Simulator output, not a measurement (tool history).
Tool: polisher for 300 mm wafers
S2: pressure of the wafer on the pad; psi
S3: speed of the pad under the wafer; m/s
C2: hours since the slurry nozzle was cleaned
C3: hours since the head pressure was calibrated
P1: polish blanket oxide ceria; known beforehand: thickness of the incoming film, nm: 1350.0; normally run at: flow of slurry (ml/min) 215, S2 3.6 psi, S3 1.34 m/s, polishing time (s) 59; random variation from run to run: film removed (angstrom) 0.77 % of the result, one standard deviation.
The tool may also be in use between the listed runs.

{"run": 1, "hour": 13.5, "flow of slurry (ml/min)": 215, "S2": 3.6, "S3": 1.34, "polishing time (s)": 59, "wafers polished on this pad": 559, "C2": 364.8, "C3": 661.5, "film removed (angstrom)": 4168.7}
{"run": 2, "hour": 22.0, "flow of slurry (ml/min)": 215, "S2": 3.6, "S3": 1.34, "polishing time (s)": 59, "wafers polished on this pad": 625, "C2": 373.3, "C3": 670.0, "film removed (angstrom)": 4068.4}
{"run": 3, "hour": 34.4, "flow of slurry (ml/min)": 215, "S2": 3.6, "S3": 1.82, "polishing time (s)": 59, "wafers polished on this pad": 721, "C2": 385.7, "C3": 682.4, "film removed (angstrom)": 5486.7}
{"run": 4, "hour": 43.2, "flow of slurry (ml/min)": 130, "S2": 3.6, "S3": 1.34, "polishing time (s)": 59, "wafers polished on this pad": 789, "C2": 394.5, "C3": 691.2, "film removed (angstrom)": 3783.6}
{"run": 5, "hour": 52.8, "flow of slurry (ml/min)": 215, "S2": 3.6, "S3": 1.34, "polishing time (s)": 59, "wafers polished on this pad": 864, "C2": 404.1, "C3": 700.8, "film removed (angstrom)": 4028.8}
{"run": 6, "hour": 63.4, "flow of slurry (ml/min)": 215, "S2": 3.6, "S3": 1.34, "polishing time (s)": 90, "wafers polished on this pad": 946, "C2": 414.7, "C3": 711.4, "film removed (angstrom)": 6285.4}
{"run": 7, "hour": 72.0, "flow of slurry (ml/min)": 215, "S2": 5.0, "S3": 1.34, "polishing time (s)": 59, "wafers polished on this pad": 1013, "C2": 423.3, "C3": 720.0, "film removed (angstrom)": 5720.6}
{"run": 8, "hour": 84.4, "flow of slurry (ml/min)": 215, "S2": 3.6, "S3": 1.34, "polishing time (s)": 40, "wafers polished on this pad": 1109, "C2": 435.7, "C3": 732.4, "film removed (angstrom)": 2801.8}
{"run": 9, "hour": 91.2, "flow of slurry (ml/min)": 215, "S2": 3.6, "S3": 1.34, "polishing time (s)": 59, "wafers polished on this pad": 1162, "C2": 442.5, "C3": 739.2, "film removed (angstrom)": 4154.2}
{"run": 10, "hour": 102.3, "flow of slurry (ml/min)": 215, "S2": 1.6, "S3": 1.34, "polishing time (s)": 59, "wafers polished on this pad": 1248, "C2": 453.6, "C3": 750.3, "film removed (angstrom)": 1823.8}
{"run": 11, "hour": 110.0, "flow of slurry (ml/min)": 215, "S2": 3.6, "S3": 0.66, "polishing time (s)": 59, "wafers polished on this pad": 1307, "C2": 461.3, "C3": 758.0, "film removed (angstrom)": 2038.2}
{"run": 12, "hour": 121.6, "flow of slurry (ml/min)": 325, "S2": 3.6, "S3": 1.34, "polishing time (s)": 59, "wafers polished on this pad": 1397, "C2": 472.9, "C3": 769.6, "film removed (angstrom)": 4318.8}
{"run": 13, "hour": 135.2, "flow of slurry (ml/min)": 145, "S2": 3.6, "S3": 2.02, "polishing time (s)": 59, "wafers polished on this pad": 1503, "C2": 486.5, "C3": 783.2, "film removed (angstrom)": 5841.4}
{"run": 14, "hour": 147.8, "flow of slurry (ml/min)": 215, "S2": 3.6, "S3": 1.34, "polishing time (s)": 59, "wafers polished on this pad": 1601, "C2": 499.1, "C3": 795.8, "film removed (angstrom)": 4098.5}
{"run": 15, "hour": 156.5, "flow of slurry (ml/min)": 215, "S2": 3.6, "S3": 1.34, "polishing time (s)": 59, "wafers polished on this pad": 1668, "C2": 507.8, "C3": 804.5, "film removed (angstrom)": 4112.1}

What will run 16 give?
{"run": 16, "hour": 164.1, "flow of slurry (ml/min)": 215, "S2": 3.6, "S3": 1.34, "polishing time (s)": 59, "wafers polished on this pad": 1727, "C2": 515.4, "C3": 812.1, "film removed (angstrom)": "?"}

Run 16 produced film removed (angstrom) 4069.5.
